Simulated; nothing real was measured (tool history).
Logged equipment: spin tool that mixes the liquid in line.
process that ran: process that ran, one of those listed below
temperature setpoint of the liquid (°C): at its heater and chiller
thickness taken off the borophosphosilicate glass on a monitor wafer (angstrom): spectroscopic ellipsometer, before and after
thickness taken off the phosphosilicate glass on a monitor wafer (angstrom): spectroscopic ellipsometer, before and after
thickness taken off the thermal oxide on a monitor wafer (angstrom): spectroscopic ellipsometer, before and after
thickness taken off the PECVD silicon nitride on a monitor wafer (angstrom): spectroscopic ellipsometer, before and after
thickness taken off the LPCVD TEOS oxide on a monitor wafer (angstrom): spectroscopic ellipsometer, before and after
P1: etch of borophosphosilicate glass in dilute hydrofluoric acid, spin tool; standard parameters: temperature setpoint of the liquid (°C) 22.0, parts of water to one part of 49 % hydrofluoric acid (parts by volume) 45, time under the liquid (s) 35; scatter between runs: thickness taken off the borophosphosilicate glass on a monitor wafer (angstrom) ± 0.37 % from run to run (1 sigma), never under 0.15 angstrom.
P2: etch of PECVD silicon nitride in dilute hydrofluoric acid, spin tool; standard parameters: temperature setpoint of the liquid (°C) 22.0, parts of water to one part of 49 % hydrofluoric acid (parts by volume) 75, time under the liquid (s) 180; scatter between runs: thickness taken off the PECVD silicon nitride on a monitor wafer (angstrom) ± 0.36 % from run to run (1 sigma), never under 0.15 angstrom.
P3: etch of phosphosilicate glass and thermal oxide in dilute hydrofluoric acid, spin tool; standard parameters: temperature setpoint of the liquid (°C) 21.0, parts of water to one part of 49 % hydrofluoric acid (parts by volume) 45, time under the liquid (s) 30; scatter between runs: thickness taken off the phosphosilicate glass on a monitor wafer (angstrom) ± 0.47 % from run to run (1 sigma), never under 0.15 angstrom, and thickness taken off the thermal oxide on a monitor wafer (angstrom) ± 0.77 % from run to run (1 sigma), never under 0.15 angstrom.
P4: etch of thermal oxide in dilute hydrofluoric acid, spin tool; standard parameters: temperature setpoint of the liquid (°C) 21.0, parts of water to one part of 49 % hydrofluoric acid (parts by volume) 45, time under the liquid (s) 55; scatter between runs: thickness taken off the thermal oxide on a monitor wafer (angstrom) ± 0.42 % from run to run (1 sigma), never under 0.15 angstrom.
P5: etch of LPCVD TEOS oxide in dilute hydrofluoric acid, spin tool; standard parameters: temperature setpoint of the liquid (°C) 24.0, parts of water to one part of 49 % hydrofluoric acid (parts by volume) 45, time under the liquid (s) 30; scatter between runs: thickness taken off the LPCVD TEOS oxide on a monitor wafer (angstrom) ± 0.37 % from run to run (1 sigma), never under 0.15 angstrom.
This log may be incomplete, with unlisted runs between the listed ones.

| run | hour | process that ran | temperature setpoint of the liquid (°C) | parts of water to one part of 49 % hydrofluoric acid (parts by volume) | time under the liquid (s) | hours since the thermometer was replaced | hours since the hydrofluoric acid flow meter was replaced | thickness taken off the borophosphosilicate glass on a monitor wafer (angstrom) | thickness taken off the phosphosilicate glass on a monitor wafer (angstrom) | thickness taken off the thermal oxide on a monitor wafer (angstrom) | thickness taken off the PECVD silicon nitride on a monitor wafer (angstrom) | thickness taken off the LPCVD TEOS oxide on a monitor wafer (angstrom) |
|---|---|---|---|---|---|---|---|---|---|---|---|---|
| 1 | 7.1 | P1 | 22.0 | 45 | 35 | 2001.7 | 1257.6 | 318.06 |  |  |  |  |
| 2 | 13.0 | P1 | 22.0 | 45 | 35 | 2007.6 | 1263.5 | 320.09 |  |  |  |  |
| 3 | 17.7 | P1 | 22.0 | 45 | 35 | 2012.3 | 1268.2 | 320.89 |  |  |  |  |
| 4 | 21.5 | P1 | 22.0 | 20 | 35 | 2016.1 | 1272.0 | 741.24 |  |  |  |  |
| 5 | 26.0 | P3 | 21.0 | 65 | 30 | 2020.6 | 1276.5 |  | 249.16 | 19.669 |  |  |
| 6 | 29.9 | P2 | 22.0 | 75 | 290 | 2024.5 | 1280.4 |  |  |  | 99.327 |  |
| 7 | 36.0 | P1 | 27.5 | 45 | 35 | 2030.6 | 1286.5 | 401.18 |  |  |  |  |
| 8 | 40.9 | P2 | 17.0 | 75 | 180 | 2035.5 | 1291.4 |  |  |  | 43.605 |  |
| 9 | 46.7 | P4 | 21.0 | 45 | 30 | 2041.3 | 1297.2 |  |  | 28.893 |  |  |
| 10 | 53.6 | P1 | 22.0 | 75 | 35 | 2048.2 | 1304.1 | 185.08 |  |  |  |  |
| 11 | 59.7 | P4 | 21.0 | 45 | 55 | 2054.3 | 1310.2 |  |  | 53.509 |  |  |
| 12 | 67.3 | P3 | 21.0 | 45 | 30 | 2061.9 | 1317.8 |  | 371.83 | 28.939 |  |  |
|  | 73.5 | hydrofluoric acid flow meter replaced |
| 13 | 74.6 | P1 | 22.0 | 45 | 35 | 2069.2 | 1.2 | 320.70 |  |  |  |  |
| 14 | 79.9 | P1 | 18.5 | 45 | 20 | 2074.5 | 6.5 | 157.97 |  |  |  |  |
| 15 | 85.3 | P5 | 31.5 | 45 | 30 | 2079.9 | 11.9 |  |  |  |  | 268.91 |
| 16 | 92.3 | P1 | 22.0 | 60 | 15 | 2086.9 | 18.9 | 101.22 |  |  |  |  |
| 17 | 99.8 | P3 | 21.0 | 45 | 30 | 2094.4 | 26.4 |  | 370.68 | 28.985 |  |  |
| 18 | 105.0 | P5 | 24.0 | 70 | 30 | 2099.6 | 31.6 |  |  |  |  | 123.85 |
| 19 | 111.7 | P4 | 21.0 | 45 | 55 | 2106.3 | 38.3 |  |  | 52.850 |  |  |
| 20 | 115.2 | P3 | 25.5 | 45 | 30 | 2109.8 | 41.8 |  | 448.89 | 34.390 |  |  |
| 21 | 121.4 | P2 | 22.0 | 75 | 180 | 2116.0 | 48.0 |  |  |  | 61.268 |  |
| 22 | 125.4 | P1 | 26.5 | 25 | 35 | 2120.0 | 52.0 | 709.07 |  |  |  |  |
| 23 | 131.4 | P4 | 21.0 | 20 | 55 | 2126.0 | 58.0 |  |  | 124.100 |  |  |
| 24 | 137.2 | P1 | 22.0 | 45 | 15 | 2131.8 | 63.8 | 137.83 |  |  |  |  |
| 25 | 144.7 | P5 | 24.0 | 45 | 30 | 2139.3 | 71.3 |  |  |  |  | 199.51 |
| 26 | 152.1 | P1 | 22.0 | 45 | 35 | 2146.7 | 78.7 | 320.13 |  |  |  |  |
| 27 | 157.1 | P4 | 27.0 | 45 | 55 | 2151.7 | 83.7 |  |  | 68.051 |  |  |
| 28 | 161.4 | P2 | 22.0 | 135 | 180 | 2156.0 | 88.0 |  |  |  | 34.470 |  |
| 29 | 164.8 | P3 | 21.0 | 45 | 15 | 2159.4 | 91.4 |  | 184.92 | 14.680 |  |  |
| 30 | 170.9 | P1 | 22.0 | 45 | 70 | 2165.5 | 97.5 | 642.00 |  |  |  |  |
| 31 | 177.3 | P1 | 22.0 | 45 | 35 | 2171.9 | 103.9 | 318.81 |  |  |  |  |
| 32 | 183.5 | P1 | 17.0 | 45 | 35 | 2178.1 | 110.1 | 257.90 |  |  |  |  |
| 33 | 188.6 | P5 | 24.0 | 45 | 50 | 2183.2 | 115.2 |  |  |  |  | 335.80 |
| 34 | 195.4 | P1 | 22.0 | 45 | 35 | 2190.0 | 122.0 | 320.46 |  |  |  |  |
| 35 | 201.7 | P1 | 22.0 | 45 | 35 | 2196.3 | 128.3 | 329.69 |  |  |  |  |
| 36 | 207.0 | P1 | 22.0 | 45 | 35 | 2201.6 | 133.6 | 336.65 |  |  |  |  |
| 37 | 210.4 | P1 | 22.0 | 45 | 35 | 2205.0 | 137.0 | 337.28 |  |  |  |  |
| 38 | 216.3 | P1 | 22.0 | 45 | 35 | 2210.9 | 142.9 | 341.89 |  |  |  |  |
| 39 | 223.6 | P1 | 22.0 | 45 | 35 | 2218.2 | 150.2 | 344.77 |  |  |  |  |
| 40 | 230.7 | P1 | 22.0 | 45 | 35 | 2225.3 | 157.3 | 344.89 |  |  |  |  |
| 41 | 236.7 | P1 | 22.0 | 45 | 35 | 2231.3 | 163.3 | 347.23 |  |  |  |  |
| 42 | 243.8 | P1 | 22.0 | 45 | 35 | 2238.4 | 170.4 | 346.26 |  |  |  |  |
| 43 | 249.7 | P1 | 22.0 | 45 | 35 | 2244.3 | 176.3 | 349.77 |  |  |  |  |

Something has made what P1 gives creep away from where it was; the 2 causes below, each at its own stated size, fit the log equally well:
A: liquid hotter than its thermometer reads (K) = 1.91
B: hydrofluoric acid flow above the setpoint (%) = 7.8
The gradual shift began around hour 195.4.

Listed below are the offered check runs, one wafer per run, with question marks in place of results. For which of them would the causes give clearly different outcomes?
| check 1 | 255.6 | P5 | 24.0 | 45 | 30 |  |  |  |  |  |  | ? |
| check 2 | 255.6 | P4 | 21.0 | 45 | 55 |  |  |  |  | ? |  |  |
| check 3 | 255.6 | P2 | 22.0 | 75 | 180 |  |  |  |  |  | ? |  |
| check 4 | 255.6 | P3 | 21.0 | 45 | 30 |  |  |  | ? | ? |  |  |

What every check run would give for each of its results, assuming each possible cause in turn:
| check | result | if A | if B |
|---|---|---|---|
| check 1 | thickness taken off the LPCVD TEOS oxide on a monitor wafer (angstrom) | 215.81 | 216.07 |
| check 2 | thickness taken off the thermal oxide on a monitor wafer (angstrom) | 57.493 | 57.438 |
| check 3 | thickness taken off the PECVD silicon nitride on a monitor wafer (angstrom) | 69.872 | 66.152 |
| check 4 | thickness taken off the phosphosilicate glass on a monitor wafer (angstrom) | 400.36 | 399.98 |
| check 4 | thickness taken off the thermal oxide on a monitor wafer (angstrom) | 31.480 | 31.450 |
Smallest distance between any two causes, each pair judged by its most separating result, in per cent: check 1 0.12 %; check 2 0.09 %; check 3 5.47 %; check 4 0.09 %
Only in check 3 would the causes give clearly different results; in the remaining checks their results would be nearly the same.

Check 3 has now been run. It gave: thickness taken off the PECVD silicon nitride on a monitor wafer (angstrom) 66.102. Which of the candidate causes is it?

It was cause B: hydrofluoric acid flow above the setpoint (%).

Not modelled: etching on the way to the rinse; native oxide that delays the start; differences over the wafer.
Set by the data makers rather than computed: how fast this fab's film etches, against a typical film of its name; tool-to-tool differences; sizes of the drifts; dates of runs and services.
